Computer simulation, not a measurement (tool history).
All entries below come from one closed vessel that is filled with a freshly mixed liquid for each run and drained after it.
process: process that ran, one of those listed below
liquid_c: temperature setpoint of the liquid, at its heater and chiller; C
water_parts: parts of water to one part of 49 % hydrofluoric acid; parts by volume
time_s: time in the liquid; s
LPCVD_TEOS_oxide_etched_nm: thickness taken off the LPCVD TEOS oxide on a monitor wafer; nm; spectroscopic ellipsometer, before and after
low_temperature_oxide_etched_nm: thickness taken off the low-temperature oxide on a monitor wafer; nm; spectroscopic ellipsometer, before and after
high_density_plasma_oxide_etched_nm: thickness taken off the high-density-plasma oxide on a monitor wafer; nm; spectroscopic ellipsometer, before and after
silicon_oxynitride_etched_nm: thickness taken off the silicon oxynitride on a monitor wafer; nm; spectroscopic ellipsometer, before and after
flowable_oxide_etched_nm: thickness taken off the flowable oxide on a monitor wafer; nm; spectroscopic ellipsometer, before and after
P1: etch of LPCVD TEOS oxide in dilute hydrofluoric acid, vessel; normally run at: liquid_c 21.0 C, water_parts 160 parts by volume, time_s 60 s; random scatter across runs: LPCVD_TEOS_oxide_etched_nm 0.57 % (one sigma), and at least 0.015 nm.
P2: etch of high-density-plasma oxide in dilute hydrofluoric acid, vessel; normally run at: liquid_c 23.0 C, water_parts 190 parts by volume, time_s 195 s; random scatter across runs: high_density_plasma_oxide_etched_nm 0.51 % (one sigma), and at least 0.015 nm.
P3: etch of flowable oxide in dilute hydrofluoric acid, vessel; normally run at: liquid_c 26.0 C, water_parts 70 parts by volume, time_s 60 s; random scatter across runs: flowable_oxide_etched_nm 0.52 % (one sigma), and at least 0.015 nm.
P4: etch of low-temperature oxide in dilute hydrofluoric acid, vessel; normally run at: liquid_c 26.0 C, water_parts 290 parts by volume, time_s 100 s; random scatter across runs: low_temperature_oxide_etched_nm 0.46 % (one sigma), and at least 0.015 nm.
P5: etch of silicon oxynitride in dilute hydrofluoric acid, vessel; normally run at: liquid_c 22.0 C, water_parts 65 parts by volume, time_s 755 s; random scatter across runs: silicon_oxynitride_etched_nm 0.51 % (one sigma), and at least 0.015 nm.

| run | hour | process | liquid_c | water_parts | time_s | hours since the thermometer was replaced | hours since the hydrofluoric acid flow meter was replaced | LPCVD_TEOS_oxide_etched_nm | low_temperature_oxide_etched_nm | high_density_plasma_oxide_etched_nm | silicon_oxynitride_etched_nm | flowable_oxide_etched_nm |
|---|---|---|---|---|---|---|---|---|---|---|---|---|
| 1 | 4.7 | P1 | 21.0 | 160 | 60 | 428.3 | 230.4 | 10.2030 |  |  |  |  |
| 2 | 9.6 | P4 | 26.0 | 290 | 100 | 433.2 | 235.3 |  | 5.8322 |  |  |  |
| 3 | 17.2 | P1 | 21.0 | 160 | 30 | 440.8 | 242.9 | 5.1225 |  |  |  |  |
| 4 | 23.2 | P1 | 17.0 | 160 | 60 | 446.8 | 248.9 | 8.6820 |  |  |  |  |
| 5 | 31.1 | P1 | 29.0 | 160 | 60 | 454.7 | 256.8 | 13.7670 |  |  |  |  |
| 6 | 37.8 | P1 | 21.0 | 160 | 95 | 461.4 | 263.5 | 16.0310 |  |  |  |  |
| 7 | 42.1 | P1 | 21.0 | 35 | 60 | 465.7 | 267.8 | 53.7360 |  |  |  |  |
| 8 | 47.3 | P2 | 23.0 | 95 | 195 | 470.9 | 273.0 |  |  | 12.28700 |  |  |
| 9 | 52.0 | P1 | 21.0 | 160 | 60 | 475.6 | 277.7 | 10.2320 |  |  |  |  |
| 10 | 58.4 | P5 | 22.0 | 20 | 755 | 482.0 | 284.1 |  |  |  | 142.830 |  |
|  | 59.6 | thermometer replaced |
| 11 | 67.1 | P5 | 22.0 | 65 | 755 | 7.5 | 292.8 |  |  |  | 42.512 |  |
| 12 | 71.3 | P3 | 33.5 | 70 | 60 | 11.7 | 297.0 |  |  |  |  | 31.016 |
| 13 | 78.2 | P5 | 27.5 | 65 | 755 | 18.6 | 303.9 |  |  |  | 55.964 |  |
| 14 | 87.0 | P2 | 17.5 | 190 | 195 | 27.4 | 312.7 |  |  | 4.51610 |  |  |
| 15 | 94.4 | P2 | 23.0 | 190 | 30 | 34.8 | 320.1 |  |  | 0.87013 |  |  |
| 16 | 99.8 | P1 | 21.0 | 160 | 60 | 40.2 | 325.5 | 10.1070 |  |  |  |  |
| 17 | 108.2 | P1 | 21.0 | 160 | 60 | 48.6 | 333.9 | 10.1100 |  |  |  |  |
| 18 | 113.5 | P3 | 26.0 | 70 | 60 | 53.9 | 339.2 |  |  |  |  | 23.359 |
| 19 | 117.3 | P5 | 22.0 | 65 | 255 | 57.7 | 343.0 |  |  |  | 14.286 |  |
| 20 | 125.2 | P2 | 23.0 | 190 | 195 | 65.6 | 350.9 |  |  | 5.54020 |  |  |
| 21 | 130.7 | P5 | 22.0 | 65 | 755 | 71.1 | 356.4 |  |  |  | 42.449 |  |
| 22 | 136.1 | P2 | 23.0 | 190 | 195 | 76.5 | 361.8 |  |  | 5.57720 |  |  |
| 23 | 141.1 | P3 | 26.0 | 20 | 60 | 81.5 | 366.8 |  |  |  |  | 88.731 |
| 24 | 147.3 | P4 | 32.5 | 290 | 100 | 87.7 | 373.0 |  | 7.1574 |  |  |  |
| 25 | 153.9 | P3 | 26.0 | 70 | 100 | 94.3 | 379.6 |  |  |  |  | 39.237 |
| 26 | 162.7 | P1 | 21.0 | 275 | 60 | 103.1 | 388.4 | 5.2337 |  |  |  |  |
| 27 | 171.1 | P4 | 26.0 | 290 | 30 | 111.5 | 396.8 |  | 1.7258 |  |  |  |
| 28 | 179.0 | P1 | 17.0 | 270 | 60 | 119.4 | 404.7 | 4.6400 |  |  |  |  |
| 29 | 185.7 | P4 | 26.0 | 70 | 100 | 126.1 | 411.4 |  | 31.2700 |  |  |  |
| 30 | 192.0 | P1 | 21.0 | 160 | 60 | 132.4 | 417.7 | 10.1230 |  |  |  |  |
| 31 | 200.7 | P3 | 26.0 | 70 | 60 | 141.1 | 426.4 |  |  |  |  | 23.437 |
| 32 | 208.1 | P1 | 21.0 | 160 | 60 | 148.5 | 433.8 | 10.2040 |  |  |  |  |
| 33 | 212.7 | P1 | 21.0 | 160 | 60 | 153.1 | 438.4 | 10.1460 |  |  |  |  |
| 34 | 219.5 | P1 | 21.0 | 160 | 60 | 159.9 | 445.2 | 10.5350 |  |  |  |  |
| 35 | 224.8 | P1 | 21.0 | 160 | 60 | 165.2 | 450.5 | 10.7790 |  |  |  |  |
| 36 | 233.0 | P1 | 21.0 | 160 | 60 | 173.4 | 458.7 | 10.9210 |  |  |  |  |
| 37 | 238.5 | P1 | 21.0 | 160 | 60 | 178.9 | 464.2 | 10.9640 |  |  |  |  |
| 38 | 243.9 | P1 | 21.0 | 160 | 60 | 184.3 | 469.6 | 11.0860 |  |  |  |  |
| 39 | 248.0 | P1 | 21.0 | 160 | 60 | 188.4 | 473.7 | 10.9860 |  |  |  |  |
| 40 | 253.6 | P1 | 21.0 | 160 | 60 | 194.0 | 479.3 | 10.9780 |  |  |  |  |

The output of P1 has drifted from where it used to be. Each of the 2 causes below, taken at the size shown beside it, accounts for the log equally well:
A: hydrofluoric acid flow above the setpoint (%) = 7.51
B: liquid hotter than its thermometer reads (K) = 2.18
The creep began at about hour 212.7.

You are offered 4 check runs, listed below with question marks in place of their results; each one averages 2 wafers. Which run separates the listed causes by giving clearly different results for each?
| check 1 | 259.2 | P3 | 26.0 | 70 | 85 |  |  |  |  |  |  | ? |
| check 2 | 259.2 | P2 | 18.0 | 190 | 75 |  |  |  |  | ? |  |  |
| check 3 | 259.2 | P4 | 26.0 | 70 | 35 |  |  |  | ? |  |  |  |
| check 4 | 259.2 | P5 | 22.0 | 40 | 255 |  |  |  |  |  | ? |  |

If the cause were each of the candidates in turn, the checks would give the following:
| check | result | if A | if B |
|---|---|---|---|
| check 1 | flowable_oxide_etched_nm | 35.917 | 36.169 |
| check 2 | high_density_plasma_oxide_etched_nm | 1.91080 | 1.91160 |
| check 3 | low_temperature_oxide_etched_nm | 11.7550 | 11.8380 |
| check 4 | silicon_oxynitride_etched_nm | 25.639 | 26.515 |
Per check, the gap between the least separated pair of causes, taken in the result that splits them most: check 1 0.7 %; check 2 0.04 %; check 3 0.7 %; check 4 3.36 %
The other checks would show nearly matching results whichever cause is true, so check 4 is the only one that separates the causes.

Check 4 was then run and gave: silicon_oxynitride_etched_nm 25.820 nm. Which cause is it?

It is A: hydrofluoric acid flow above the setpoint (%).
